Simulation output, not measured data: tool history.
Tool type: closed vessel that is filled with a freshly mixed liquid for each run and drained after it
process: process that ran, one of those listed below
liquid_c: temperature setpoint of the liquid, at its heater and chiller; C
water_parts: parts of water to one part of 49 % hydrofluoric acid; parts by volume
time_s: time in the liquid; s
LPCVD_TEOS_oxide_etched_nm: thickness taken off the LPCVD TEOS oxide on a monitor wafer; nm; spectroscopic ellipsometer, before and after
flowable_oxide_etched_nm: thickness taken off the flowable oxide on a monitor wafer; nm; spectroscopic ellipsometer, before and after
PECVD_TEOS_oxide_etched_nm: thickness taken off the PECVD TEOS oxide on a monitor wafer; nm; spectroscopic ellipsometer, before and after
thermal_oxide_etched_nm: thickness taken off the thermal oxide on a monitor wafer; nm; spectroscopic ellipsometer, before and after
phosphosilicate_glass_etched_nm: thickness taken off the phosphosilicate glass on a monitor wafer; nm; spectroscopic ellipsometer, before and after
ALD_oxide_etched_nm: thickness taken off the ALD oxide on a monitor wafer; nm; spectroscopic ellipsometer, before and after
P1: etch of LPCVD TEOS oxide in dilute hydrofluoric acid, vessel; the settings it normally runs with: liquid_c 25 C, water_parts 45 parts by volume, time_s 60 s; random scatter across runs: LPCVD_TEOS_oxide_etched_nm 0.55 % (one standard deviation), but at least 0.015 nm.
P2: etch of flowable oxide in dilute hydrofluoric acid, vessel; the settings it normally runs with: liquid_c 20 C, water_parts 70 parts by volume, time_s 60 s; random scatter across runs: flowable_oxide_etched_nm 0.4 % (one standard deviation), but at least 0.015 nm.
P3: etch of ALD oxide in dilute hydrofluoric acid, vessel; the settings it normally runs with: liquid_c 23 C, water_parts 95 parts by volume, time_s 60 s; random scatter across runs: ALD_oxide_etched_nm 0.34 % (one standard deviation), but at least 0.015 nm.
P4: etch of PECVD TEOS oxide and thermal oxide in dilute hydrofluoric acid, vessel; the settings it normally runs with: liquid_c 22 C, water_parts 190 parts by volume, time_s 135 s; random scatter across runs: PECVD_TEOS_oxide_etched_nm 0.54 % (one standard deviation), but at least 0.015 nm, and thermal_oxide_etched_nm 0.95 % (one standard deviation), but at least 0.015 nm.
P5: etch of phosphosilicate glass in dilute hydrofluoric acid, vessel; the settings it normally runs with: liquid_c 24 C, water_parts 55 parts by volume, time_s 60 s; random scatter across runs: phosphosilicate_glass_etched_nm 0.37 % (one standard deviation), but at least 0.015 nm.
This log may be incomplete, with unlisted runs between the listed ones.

| run | hour | process | liquid_c | water_parts | time_s | hours since the thermometer was replaced | hours since the hydrofluoric acid flow meter was replaced | LPCVD_TEOS_oxide_etched_nm | flowable_oxide_etched_nm | PECVD_TEOS_oxide_etched_nm | thermal_oxide_etched_nm | phosphosilicate_glass_etched_nm | ALD_oxide_etched_nm |
|---|---|---|---|---|---|---|---|---|---|---|---|---|---|
| 1 | 7.5 | P1 | 25 | 45 | 60 | 592.1 | 152.5 | 58.847 |  |  |  |  |  |
| 2 | 14.6 | P1 | 25 | 45 | 60 | 599.2 | 159.6 | 58.104 |  |  |  |  |  |
| 3 | 19.8 | P1 | 25 | 45 | 60 | 604.4 | 164.8 | 58.397 |  |  |  |  |  |
| 4 | 24.7 | P2 | 20 | 70 | 30 | 609.3 | 169.7 |  | 9.7053 |  |  |  |  |
| 5 | 29.3 | P4 | 22 | 190 | 135 | 613.9 | 174.3 |  |  | 5.4451 | 2.736 |  |  |
| 6 | 36.2 | P2 | 20 | 125 | 60 | 620.8 | 181.2 |  | 10.143 |  |  |  |  |
| 7 | 43.6 | P1 | 17.5 | 45 | 60 | 628.2 | 188.6 | 42.44 |  |  |  |  |  |
| 8 | 49.9 | P5 | 24 | 55 | 30 | 634.5 | 194.9 |  |  |  |  | 110.31 |  |
| 9 | 56.4 | P3 | 23 | 95 | 60 | 641 | 201.4 |  |  |  |  |  | 15.615 |
| 10 | 61.1 | P1 | 25 | 45 | 60 | 645.7 | 206.1 | 58.123 |  |  |  |  |  |
| 11 | 65.3 | P2 | 20 | 70 | 60 | 649.9 | 210.3 |  | 19.384 |  |  |  |  |
| 12 | 70.2 | P3 | 28.5 | 95 | 60 | 654.8 | 215.2 |  |  |  |  |  | 19.457 |
| 13 | 75.5 | P4 | 22 | 190 | 135 | 660.1 | 220.5 |  |  | 5.4778 | 2.7177 |  |  |
| 14 | 82.5 | P3 | 23 | 95 | 30 | 667.1 | 227.5 |  |  |  |  |  | 7.8261 |
| 15 | 87.6 | P1 | 25 | 45 | 30 | 672.2 | 232.6 | 29.362 |  |  |  |  |  |
| 16 | 92.7 | P4 | 22 | 335 | 135 | 677.3 | 237.7 |  |  | 2.6714 | 1.3498 |  |  |
| 17 | 98.8 | P5 | 19.5 | 55 | 60 | 683.4 | 243.8 |  |  |  |  | 183.86 |  |
| 18 | 105.2 | P1 | 25 | 45 | 120 | 689.8 | 250.2 | 117.11 |  |  |  |  |  |
| 19 | 113.1 | P1 | 25 | 45 | 60 | 697.7 | 258.1 | 58.577 |  |  |  |  |  |
| 20 | 119.5 | P4 | 30 | 190 | 135 | 704.1 | 264.5 |  |  | 7.3107 | 3.6031 |  |  |
| 21 | 126.2 | P3 | 23 | 95 | 60 | 710.8 | 271.2 |  |  |  |  |  | 15.679 |
| 22 | 132.1 | P5 | 24 | 55 | 60 | 716.7 | 277.1 |  |  |  |  | 220.11 |  |
| 23 | 138.6 | P4 | 22 | 190 | 250 | 723.2 | 283.6 |  |  | 10.057 | 4.9893 |  |  |
| 24 | 143.4 | P1 | 25 | 65 | 60 | 728 | 288.4 | 39.473 |  |  |  |  |  |
|  | 148.6 | thermometer replaced |
| 25 | 151 | P1 | 17.5 | 25 | 60 | 2.4 | 296 | 77.418 |  |  |  |  |  |
| 26 | 155.2 | P1 | 25 | 20 | 60 | 6.6 | 300.2 | 136.75 |  |  |  |  |  |
| 27 | 158.8 | P2 | 17 | 70 | 60 | 10.2 | 303.8 |  | 17.012 |  |  |  |  |
| 28 | 165.5 | P5 | 24 | 25 | 60 | 16.9 | 310.5 |  |  |  |  | 508.59 |  |
| 29 | 170.4 | P1 | 29 | 45 | 60 | 21.8 | 315.4 | 68.146 |  |  |  |  |  |
| 30 | 177.8 | P3 | 23 | 20 | 60 | 29.2 | 322.8 |  |  |  |  |  | 82.224 |
| 31 | 184.4 | P2 | 20 | 70 | 60 | 35.8 | 329.4 |  | 19.184 |  |  |  |  |
| 32 | 188.8 | P1 | 25 | 45 | 60 | 40.2 | 333.8 | 58.136 |  |  |  |  |  |
| 33 | 196.3 | P1 | 25 | 45 | 60 | 47.7 | 341.3 | 58.209 |  |  |  |  |  |
| 34 | 203.7 | P1 | 25 | 45 | 60 | 55.1 | 348.7 | 55.804 |  |  |  |  |  |
| 35 | 210.3 | P1 | 25 | 45 | 60 | 61.7 | 355.3 | 55.619 |  |  |  |  |  |
| 36 | 215.9 | P1 | 25 | 45 | 60 | 67.3 | 360.9 | 55.187 |  |  |  |  |  |
| 37 | 221.2 | P1 | 25 | 45 | 60 | 72.6 | 366.2 | 54.465 |  |  |  |  |  |
| 38 | 228.3 | P1 | 25 | 45 | 60 | 79.7 | 373.3 | 54.32 |  |  |  |  |  |
| 39 | 235.3 | P1 | 25 | 45 | 60 | 86.7 | 380.3 | 54.468 |  |  |  |  |  |
| 40 | 242.4 | P1 | 25 | 45 | 60 | 93.8 | 387.4 | 54.434 |  |  |  |  |  |

The output of P1 has drifted from where it used to be. Each of the 2 causes below, taken at the size shown beside it, accounts for the log equally well:
A: hydrofluoric acid flow below the setpoint (%) = 6.3
B: liquid colder than its thermometer reads (K) = 1.68
Onset of the creep was near hour 196.3.

The list below offers 4 check runs, each averaging the results of 3 wafers, and shows each result as a question mark. For which of them would the listed causes give clearly different results?
| check 1 | 249.5 | P3 | 23 | 30 | 60 |  |  |  |  |  |  |  | ? |
| check 2 | 249.5 | P2 | 17 | 70 | 30 |  |  |  | ? |  |  |  |  |
| check 3 | 249.5 | P4 | 29.5 | 330 | 135 |  |  |  |  | ? | ? |  |  |
| check 4 | 249.5 | P5 | 21 | 55 | 30 |  |  |  |  |  |  | ? |  |

Predicted outcomes, by check and by cause:
| check | result | if A | if B |
|---|---|---|---|
| check 1 | ALD_oxide_etched_nm | 50.368 | 50.194 |
| check 2 | flowable_oxide_etched_nm | 7.9387 | 7.9194 |
| check 3 | PECVD_TEOS_oxide_etched_nm | 3.2201 | 3.3325 |
| check 3 | thermal_oxide_etched_nm | 1.6077 | 1.6638 |
| check 4 | phosphosilicate_glass_etched_nm | 91.043 | 90.917 |
Minimum pairwise separation of causes per check, each pair taken at its best-separating result: check 1 0.34 %; check 2 0.24 %; check 3 3.43 %; check 4 0.14 %
Of the check runs offered, only check 3 discriminates between the causes; the rest would read about the same regardless of which cause applies.

Running check 3 produced the following: PECVD_TEOS_oxide_etched_nm 3.3372 nm; thermal_oxide_etched_nm 1.6819 nm. Which one of the listed causes fits?

B is the cause: liquid colder than its thermometer reads (K).
